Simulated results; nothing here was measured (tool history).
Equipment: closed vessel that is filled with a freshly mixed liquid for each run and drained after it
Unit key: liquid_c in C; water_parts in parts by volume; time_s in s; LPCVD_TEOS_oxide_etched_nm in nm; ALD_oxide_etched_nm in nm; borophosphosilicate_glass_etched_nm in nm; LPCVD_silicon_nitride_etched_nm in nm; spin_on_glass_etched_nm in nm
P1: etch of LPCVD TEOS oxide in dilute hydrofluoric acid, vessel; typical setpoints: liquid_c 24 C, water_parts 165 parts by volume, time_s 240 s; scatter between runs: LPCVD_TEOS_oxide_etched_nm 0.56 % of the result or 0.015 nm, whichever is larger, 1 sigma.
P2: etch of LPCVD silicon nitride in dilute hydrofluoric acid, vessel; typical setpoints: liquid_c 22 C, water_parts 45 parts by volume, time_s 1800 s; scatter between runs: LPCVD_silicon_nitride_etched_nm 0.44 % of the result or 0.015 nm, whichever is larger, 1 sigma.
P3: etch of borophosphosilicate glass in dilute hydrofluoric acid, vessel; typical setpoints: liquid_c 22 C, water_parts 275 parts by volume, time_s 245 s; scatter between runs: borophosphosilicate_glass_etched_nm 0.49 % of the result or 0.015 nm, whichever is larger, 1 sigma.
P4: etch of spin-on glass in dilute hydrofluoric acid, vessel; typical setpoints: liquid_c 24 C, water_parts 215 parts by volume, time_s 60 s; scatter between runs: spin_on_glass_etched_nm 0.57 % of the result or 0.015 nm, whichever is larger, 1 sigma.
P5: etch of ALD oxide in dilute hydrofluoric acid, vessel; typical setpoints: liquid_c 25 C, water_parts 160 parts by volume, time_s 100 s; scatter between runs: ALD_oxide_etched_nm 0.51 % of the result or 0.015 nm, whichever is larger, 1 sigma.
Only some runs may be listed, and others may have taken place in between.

run,day,process,liquid_c,water_parts,time_s,hours since the thermometer was replaced,hours since the hydrofluoric acid flow meter was replaced,LPCVD_TEOS_oxide_etched_nm,ALD_oxide_etched_nm,borophosphosilicate_glass_etched_nm,LPCVD_silicon_nitride_etched_nm,spin_on_glass_etched_nm
1,0.512,P1,24,165,240,892.7,214.7,35.973,,,,
2,0.767,P5,25,290,100,898.8,220.8,,4.0253,,,
3,1.175,P1,24,165,240,908.6,230.6,36.14,,,,
4,1.429,P1,28.5,165,420,914.7,236.7,74.222,,,,
5,1.95,P3,22,275,245,927.2,249.2,,,22.99,,
6,2.233,P1,30.5,165,240,934,256,45.94,,,,
7,2.679,P2,22,45,1800,944.7,266.7,,,,16.193,
8,3.138,P1,18,165,240,955.7,277.7,28.291,,,,
9,3.562,P1,24,165,115,965.9,287.9,17.113,,,,
10,3.896,P1,27.5,260,240,973.9,295.9,23.247,,,,
11,4.288,P2,26.5,45,1800,983.3,305.3,,,,21.89,
12,4.829,P4,24,215,30,996.3,318.3,,,,,5.7369
13,5.196,P1,24,165,410,1005.1,327.1,61.236,,,,
14,5.688,P2,22,20,1800,1016.9,338.9,,,,35.621,
15,6.046,P1,32,220,240,1025.5,347.5,33.658,,,,
16,6.521,P5,25,160,100,1036.9,358.9,,8.3308,,,
17,6.967,P2,22,45,2740,1047.6,369.6,,,,24.721,
18,7.254,P4,24,215,60,1054.5,376.5,,,,,11.4
19,7.512,P1,24,285,240,1060.7,382.7,18.232,,,,
20,7.912,P4,20.5,215,60,1070.3,392.3,,,,,10.22
21,8.288,P3,22,445,245,1079.3,401.3,,,12.136,,
22,8.525,P1,24,50,240,1085,407,136.95,,,,
23,9,P1,24,165,240,1096.4,418.4,36.124,,,,
24,9.383,P3,22,275,245,1105.6,427.6,,,23.153,,
25,9.642,P3,28.5,275,245,1111.8,433.8,,,28.79,,
26,9.883,P2,22,45,1800,1117.6,439.6,,,,16.05,
27,10.242,P4,24,75,60,1126.2,448.2,,,,,38.945
28,10.771,P5,17,160,100,1138.9,460.9,,6.1089,,,
29,11.062,P3,22,275,430,1145.9,467.9,,,40.471,,
30,11.383,P5,25,160,35,1153.6,475.6,,2.923,,,
31,11.892,P1,24,165,240,1165.8,487.8,36.209,,,,
32,12.208,P1,24,165,240,1173.4,495.4,36.01,,,,
33,12.567,P1,24,165,240,1182,504,34.664,,,,
34,13.038,P1,24,165,240,1193.3,515.3,33.973,,,,
35,13.292,P1,24,165,240,1199.4,521.4,33.786,,,,
36,13.783,P1,24,165,240,1211.2,533.2,33.536,,,,
37,14.075,P1,24,165,240,1218.2,540.2,33.331,,,,
38,14.362,P1,24,165,240,1225.1,547.1,32.986,,,,
39,14.683,P1,24,165,240,1232.8,554.8,33.15,,,,
40,15.008,P1,24,165,240,1240.6,562.6,33.033,,,,
41,15.529,P1,24,165,240,1253.1,575.1,33.146,,,,

What P1 gives has crept away from where it was. These 2 causes fit the log equally well, each at the size given:
A: hydrofluoric acid flow below the setpoint (%) = 6.8
B: liquid colder than its thermometer reads (K) = 2.19
Creep in the process output first set in at about day 12.208.

Which of the 4 check runs listed below separates the causes, so that each cause would produce a clearly different result? Each run uses one wafer, and its results are marked with question marks.
check 1,16.05,P4,24,215,60,,,,,,,?
check 2,16.05,P5,25,160,100,,,,?,,,
check 3,16.05,P2,22,45,1800,,,,,,?,
check 4,16.05,P3,22,275,245,,,,,?,,

What each check would give under each cause:
check,result,if A,if B
check 1,spin_on_glass_etched_nm,10.574,10.635
check 2,ALD_oxide_etched_nm,7.6839,7.6881
check 3,LPCVD_silicon_nitride_etched_nm,15.091,13.89
check 4,borophosphosilicate_glass_etched_nm,21.069,21.263
Distance between the nearest two causes, measured in the result of the check that separates them most: check 1 0.57 %; check 2 0.05 %; check 3 8.29 %; check 4 0.92 %
Check 3 is the one run that separates the causes; every other check would come out nearly the same whichever cause is at work.

With check 3 done, the readings were: LPCVD_silicon_nitride_etched_nm 15.153 nm. Identify which of the listed causes applies.

The cause is A: hydrofluoric acid flow below the setpoint (%).

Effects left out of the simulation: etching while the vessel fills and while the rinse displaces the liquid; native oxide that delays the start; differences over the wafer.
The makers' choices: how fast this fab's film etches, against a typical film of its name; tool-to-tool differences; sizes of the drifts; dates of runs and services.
